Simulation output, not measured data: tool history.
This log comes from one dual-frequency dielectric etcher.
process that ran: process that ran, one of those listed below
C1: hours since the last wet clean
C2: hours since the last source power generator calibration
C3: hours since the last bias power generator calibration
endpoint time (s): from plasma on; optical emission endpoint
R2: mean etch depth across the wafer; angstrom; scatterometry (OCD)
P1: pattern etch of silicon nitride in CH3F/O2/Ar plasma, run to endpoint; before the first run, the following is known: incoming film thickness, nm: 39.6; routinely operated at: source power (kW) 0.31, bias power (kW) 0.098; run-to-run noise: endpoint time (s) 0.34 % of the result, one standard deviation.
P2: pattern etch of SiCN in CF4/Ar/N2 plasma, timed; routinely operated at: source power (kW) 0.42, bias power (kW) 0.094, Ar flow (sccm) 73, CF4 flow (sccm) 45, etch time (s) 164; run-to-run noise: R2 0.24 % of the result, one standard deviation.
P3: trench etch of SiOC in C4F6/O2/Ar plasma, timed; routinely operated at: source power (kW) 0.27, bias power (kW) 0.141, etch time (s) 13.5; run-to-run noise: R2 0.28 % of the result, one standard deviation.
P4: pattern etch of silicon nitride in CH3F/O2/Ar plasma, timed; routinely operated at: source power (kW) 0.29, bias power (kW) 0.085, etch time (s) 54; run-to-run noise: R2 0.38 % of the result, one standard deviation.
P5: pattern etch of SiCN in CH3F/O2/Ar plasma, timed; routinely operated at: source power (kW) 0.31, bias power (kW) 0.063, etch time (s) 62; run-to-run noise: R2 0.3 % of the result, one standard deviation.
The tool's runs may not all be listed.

Run 1, hour 14.5: process that ran P1, source power (kW) 0.31, bias power (kW) 0.098; C1 128.8; C2 679.7; C3 1261.9. Result: endpoint time (s) 55.315.
Run 2, hour 22.9: process that ran P5, source power (kW) 0.41, bias power (kW) 0.063, etch time (s) 62; C1 137.2; C2 688.1; C3 1270.3. Result: R2 225.01 angstrom.
Run 3, hour 36.2: process that ran P4, source power (kW) 0.29, bias power (kW) 0.085, etch time (s) 54; C1 150.5; C2 701.4; C3 1283.6. Result: R2 356.07 angstrom.
Run 4, hour 48.3: process that ran P5, source power (kW) 0.31, bias power (kW) 0.04, etch time (s) 62; C1 162.6; C2 713.5; C3 1295.7. Result: R2 174.08 angstrom.
Run 5, hour 63.4: process that ran P4, source power (kW) 0.29, bias power (kW) 0.053, etch time (s) 54; C1 177.7; C2 728.6; C3 1310.8. Result: R2 299.61 angstrom.
Run 6, hour 79.2: process that ran P1, source power (kW) 0.38, bias power (kW) 0.065; C1 193.5; C2 744.4; C3 1326.6. Result: endpoint time (s) 59.704.
Run 7, hour 96.9: process that ran P1, source power (kW) 0.31, bias power (kW) 0.098; C1 211.2; C2 762.1; C3 1344.3. Result: endpoint time (s) 55.435.
Run 8, hour 114.1: process that ran P5, source power (kW) 0.31, bias power (kW) 0.063, etch time (s) 62; C1 228.4; C2 779.3; C3 1361.5. Result: R2 202.71 angstrom.
Run 9, hour 123.5: process that ran P5, source power (kW) 0.31, bias power (kW) 0.063, etch time (s) 62; C1 237.8; C2 788.7; C3 1370.9. Result: R2 201.74 angstrom.
Run 10, hour 133.1: process that ran P1, source power (kW) 0.19, bias power (kW) 0.098; C1 247.4; C2 798.3; C3 1380.5. Result: endpoint time (s) 66.524.
Run 11, hour 147: process that ran P3, source power (kW) 0.39, bias power (kW) 0.141, etch time (s) 13.5; C1 261.3; C2 812.2; C3 1394.4. Result: R2 258.93 angstrom.
Run 12, hour 155.3: process that ran P2, source power (kW) 0.42, bias power (kW) 0.094, etch time (s) 164, Ar flow (sccm) 93, CF4 flow (sccm) 45; C1 269.6; C2 820.5; C3 1402.7. Result: R2 1341.6 angstrom.
Run 13, hour 166: process that ran P1, source power (kW) 0.31, bias power (kW) 0.098; C1 280.3; C2 831.2; C3 1413.4. Result: endpoint time (s) 55.305.
Run 14, hour 175.2: process that ran P1, source power (kW) 0.31, bias power (kW) 0.098; C1 289.5; C2 840.4; C3 1422.6. Result: endpoint time (s) 55.449.
Run 15, hour 192.5: process that ran P3, source power (kW) 0.27, bias power (kW) 0.192, etch time (s) 13.5; C1 306.8; C2 857.7; C3 1439.9. Result: R2 247.02 angstrom.
At hour 204.5: source power generator calibrated.
Run 16, hour 207.4: process that ran P1, source power (kW) 0.31, bias power (kW) 0.078; C1 321.7; C2 3; C3 1454.8. Result: endpoint time (s) 59.991.
Run 17, hour 219.3: process that ran P2, source power (kW) 0.42, bias power (kW) 0.094, etch time (s) 164, Ar flow (sccm) 73, CF4 flow (sccm) 27; C1 333.6; C2 14.9; C3 1466.7. Result: R2 1287.8 angstrom.
Run 18, hour 228.7: process that ran P2, source power (kW) 0.42, bias power (kW) 0.094, etch time (s) 231.5, Ar flow (sccm) 73, CF4 flow (sccm) 45; C1 343; C2 24.3; C3 1476.1. Result: R2 1965.2 angstrom.
Run 19, hour 237.4: process that ran P1, source power (kW) 0.31, bias power (kW) 0.098; C1 351.7; C2 33; C3 1484.8. Result: endpoint time (s) 55.579.
Run 20, hour 248.1: process that ran P4, source power (kW) 0.22, bias power (kW) 0.085, etch time (s) 54; C1 362.4; C2 43.7; C3 1495.5. Result: R2 319.76 angstrom.
Run 21, hour 260.9: process that ran P1, source power (kW) 0.31, bias power (kW) 0.098; C1 375.2; C2 56.5; C3 1508.3. Result: endpoint time (s) 55.567.
Run 22, hour 275.4: process that ran P1, source power (kW) 0.31, bias power (kW) 0.133; C1 389.7; C2 71; C3 1522.8. Result: endpoint time (s) 49.471.
Run 23, hour 291.1: process that ran P5, source power (kW) 0.31, bias power (kW) 0.063, etch time (s) 34; C1 405.4; C2 86.7; C3 1538.5. Result: R2 110.92 angstrom.
Run 24, hour 299.6: process that ran P1, source power (kW) 0.43, bias power (kW) 0.098; C1 413.9; C2 95.2; C3 1547. Result: endpoint time (s) 49.341.
Run 25, hour 314.2: process that ran P4, source power (kW) 0.29, bias power (kW) 0.085, etch time (s) 54; C1 428.5; C2 109.8; C3 1561.6. Result: R2 354.06 angstrom.
Run 26, hour 323.2: process that ran P2, source power (kW) 0.42, bias power (kW) 0.094, etch time (s) 164, Ar flow (sccm) 73, CF4 flow (sccm) 45; C1 437.5; C2 118.8; C3 1570.6. Result: R2 1395.3 angstrom.
Run 27, hour 336.1: process that ran P1, source power (kW) 0.24, bias power (kW) 0.115; C1 450.4; C2 131.7; C3 1583.5. Result: endpoint time (s) 57.431.
Run 28, hour 350.6: process that ran P3, source power (kW) 0.27, bias power (kW) 0.141, etch time (s) 7.5; C1 464.9; C2 146.2; C3 1598. Result: R2 124.76 angstrom.
Run 29, hour 363.2: process that ran P1, source power (kW) 0.31, bias power (kW) 0.098; C1 477.5; C2 158.8; C3 1610.6. Result: endpoint time (s) 55.295.
Run 30, hour 377.4: process that ran P2, source power (kW) 0.32, bias power (kW) 0.094, etch time (s) 164, Ar flow (sccm) 73, CF4 flow (sccm) 45; C1 491.7; C2 173; C3 1624.8. Result: R2 1093.9 angstrom.
Run 31, hour 389.8: process that ran P4, source power (kW) 0.29, bias power (kW) 0.085, etch time (s) 29.5; C1 504.1; C2 185.4; C3 1637.2. Result: R2 194.24 angstrom.
Run 32, hour 398.8: process that ran P3, source power (kW) 0.27, bias power (kW) 0.141, etch time (s) 13.5; C1 513.1; C2 194.4; C3 1646.2. Result: R2 224.27 angstrom.
Run 33, hour 410.2: process that ran P2, source power (kW) 0.42, bias power (kW) 0.065, etch time (s) 164, Ar flow (sccm) 73, CF4 flow (sccm) 45; C1 524.5; C2 205.8; C3 1657.6. Result: R2 1215.7 angstrom.
Run 34, hour 423.2: process that ran P1, source power (kW) 0.31, bias power (kW) 0.098; C1 537.5; C2 218.8; C3 1670.6. Result: endpoint time (s) 55.712.
Run 35, hour 436.7: process that ran P1, source power (kW) 0.31, bias power (kW) 0.098; C1 551; C2 232.3; C3 1684.1. Result: endpoint time (s) 54.997.

Run 36 has not been measured yet. What should we expect?
Run 36, hour 447.7: process that ran P1, source power (kW) 0.31, bias power (kW) 0.098; C1 562; C2 243.3; C3 1695.1. Result: endpoint time (s) ?.

endpoint time (s): 55.124
